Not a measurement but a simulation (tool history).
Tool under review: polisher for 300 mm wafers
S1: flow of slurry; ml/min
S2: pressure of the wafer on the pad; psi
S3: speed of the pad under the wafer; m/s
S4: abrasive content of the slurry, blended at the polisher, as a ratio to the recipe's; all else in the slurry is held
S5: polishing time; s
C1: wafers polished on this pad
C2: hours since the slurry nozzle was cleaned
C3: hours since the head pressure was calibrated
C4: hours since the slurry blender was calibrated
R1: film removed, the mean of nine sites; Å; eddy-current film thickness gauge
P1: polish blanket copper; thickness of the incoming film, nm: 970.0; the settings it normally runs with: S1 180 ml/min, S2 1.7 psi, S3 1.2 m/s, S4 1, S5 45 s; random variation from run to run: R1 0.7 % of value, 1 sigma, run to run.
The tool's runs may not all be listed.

run 1 hour=3.8 | S1=180 S2=1.7 S3=1.2 S4=1 S5=45 | C1=443 C2=188.9 C3=530.8 C4=155.5 | R1=948.29
run 2 hour=7.1 | S1=180 S2=1.7 S3=1.2 S4=1 S5=45 | C1=474 C2=192.2 C3=534.1 C4=158.8 | R1=945.72
run 3 hour=9.1 | S1=180 S2=1.7 S3=1.2 S4=1 S5=45 | C1=492 C2=194.2 C3=536.1 C4=160.8 | R1=956.94
run 4 hour=13 | S1=180 S2=1.7 S3=1.84 S4=1 S5=45 | C1=527 C2=198.1 C3=540 C4=164.7 | R1=1450.4
run 5 hour=16.4 | S1=180 S2=1.7 S3=1.2 S4=0.6 S5=45 | C1=558 C2=201.5 C3=543.4 C4=168.1 | R1=849
run 6 hour=20 | S1=180 S2=1.7 S3=1.2 S4=1 S5=45 | C1=591 C2=205.1 C3=547 C4=171.7 | R1=941.48
run 7 hour=23.3 | S1=180 S2=1.7 S3=1.2 S4=1 S5=45 | C1=622 C2=208.4 C3=550.3 C4=175 | R1=939.99
run 8 hour=26.4 | S1=230 S2=1.7 S3=1.2 S4=1 S5=45 | C1=650 C2=211.5 C3=553.4 C4=178.1 | R1=978.5
run 9 hour=29 | S1=180 S2=2.7 S3=1.2 S4=1 S5=45 | C1=674 C2=214.1 C3=556 C4=180.7 | R1=1511
run 10 hour=33.3 | S1=180 S2=1.7 S3=1.2 S4=1 S5=28 | C1=713 C2=218.4 C3=560.3 C4=185 | R1=596.65
run 11 hour=36.9 | S1=180 S2=1.7 S3=1.2 S4=1 S5=71 | C1=746 C2=222 C3=563.9 C4=188.6 | R1=1495.9
run 12 hour=40.5 | S1=180 S2=1.7 S3=0.58 S4=1 S5=45 | C1=779 C2=225.6 C3=567.5 C4=192.2 | R1=461.89
run 13 hour=44.1 | S1=180 S2=1.7 S3=1.2 S4=1.5 S5=45 | C1=812 C2=229.2 C3=571.1 C4=195.8 | R1=1035.7
run 14 hour=47.4 | S1=180 S2=1 S3=1.2 S4=1 S5=45 | C1=842 C2=232.5 C3=574.4 C4=199.1 | R1=554.96
run 15 hour=51.9 | S1=110 S2=1.7 S3=1.2 S4=0.6 S5=45 | C1=883 C2=237 C3=578.9 C4=203.6 | R1=783.12
run 16 hour=54.6 | S1=110 S2=1.7 S3=1.2 S4=1 S5=45 | C1=907 C2=239.7 C3=581.6 C4=206.3 | R1=858.81
run 17 hour=58.5 | S1=180 S2=1.7 S3=1.2 S4=1 S5=45 | C1=943 C2=243.6 C3=585.5 C4=210.2 | R1=939.95
run 18 hour=60.5 | S1=180 S2=1.7 S3=1.2 S4=1 S5=45 | C1=961 C2=245.6 C3=587.5 C4=212.2 | R1=940.03
run 19 hour=64.5 | S1=180 S2=1.7 S3=1.2 S4=1 S5=45 | C1=998 C2=249.6 C3=591.5 C4=216.2 | R1=911.09
run 20 hour=68.2 | S1=180 S2=1.7 S3=1.2 S4=1 S5=45 | C1=1032 C2=253.3 C3=595.2 C4=219.9 | R1=914.24
run 21 hour=71.1 | S1=180 S2=1.7 S3=1.2 S4=1 S5=45 | C1=1058 C2=256.2 C3=598.1 C4=222.8 | R1=905.64
-- hour=72.5 slurry blender recalibrated
run 22 hour=74.1 | S1=180 S2=1.7 S3=1.2 S4=1 S5=45 | C1=1086 C2=259.2 C3=601.1 C4=1.7 | R1=908.54
-- hour=74.7 head pressure recalibrated
run 23 hour=78.1 | S1=180 S2=1.7 S3=1.2 S4=1 S5=45 | C1=1122 C2=263.2 C3=3.4 C4=5.7 | R1=906.36
run 24 hour=81.2 | S1=180 S2=1.7 S3=1.2 S4=1 S5=45 | C1=1150 C2=266.3 C3=6.5 C4=8.8 | R1=897.93
run 25 hour=85.3 | S1=180 S2=1.7 S3=1.2 S4=1 S5=45 | C1=1188 C2=270.4 C3=10.6 C4=12.9 | R1=900.65
run 26 hour=89.5 | S1=180 S2=1.7 S3=1.2 S4=1 S5=45 | C1=1226 C2=274.6 C3=14.8 C4=17.1 | R1=896.85
run 27 hour=91.7 | S1=180 S2=1.7 S3=1.2 S4=1 S5=45 | C1=1246 C2=276.8 C3=17 C4=19.3 | R1=893.58

P1 has crept away from where it was. The log is fitted equally well by each of these 2 causes, at the sizes shown:
A: slurry flow missing at the pad, % = 27.9
B: removal rate lost through wear of the pad, % = 5.38
The gradual shift began around hour 58.5.
All other causes, with the reason each is excluded:
head's pressure below its setpoint, %: maintenance at hour 74.7, after the shift began, did not return the process to its former output
abrasive missing from the slurry, %: maintenance at hour 72.5, after the shift began, did not return the process to its former output

Which of the 4 check runs listed below, each an average over 5 wafers with its results shown as question marks, gives clearly different results under the different listed causes?
run check 1 hour=93.9 | S1=180 S2=2.5 S3=1.2 S4=1 S5=69 | R1=?
run check 2 hour=93.9 | S1=180 S2=1.3 S3=1.2 S4=1.5 S5=45 | R1=?
run check 3 hour=93.9 | S1=180 S2=2.7 S3=1.82 S4=1 S5=45 | R1=?
run check 4 hour=93.9 | S1=120 S2=1.7 S3=0.6 S4=1 S5=45 | R1=?

Predicted outcomes, by check and by cause:
check=check_1 result=R1 if_A=2021.5 if_B=2021.5
check=check_2 result=R1 if_A=749.34 if_B=749.34
check=check_3 result=R1 if_A=2159.5 if_B=2159.5
check=check_4 result=R1 if_A=407.34 if_B=417.45
Distance between the nearest two causes, measured in the result of the check that separates them most: check 1 0 %; check 2 0 %; check 3 0 %; check 4 2.45 %
Of the check runs offered, only check 4 discriminates between the causes; the rest would read about the same regardless of which cause applies.

The results of check 4 are: R1 418.48 Å. Based on these, which of the listed causes is it?

It was cause B: removal rate lost through wear of the pad, %.
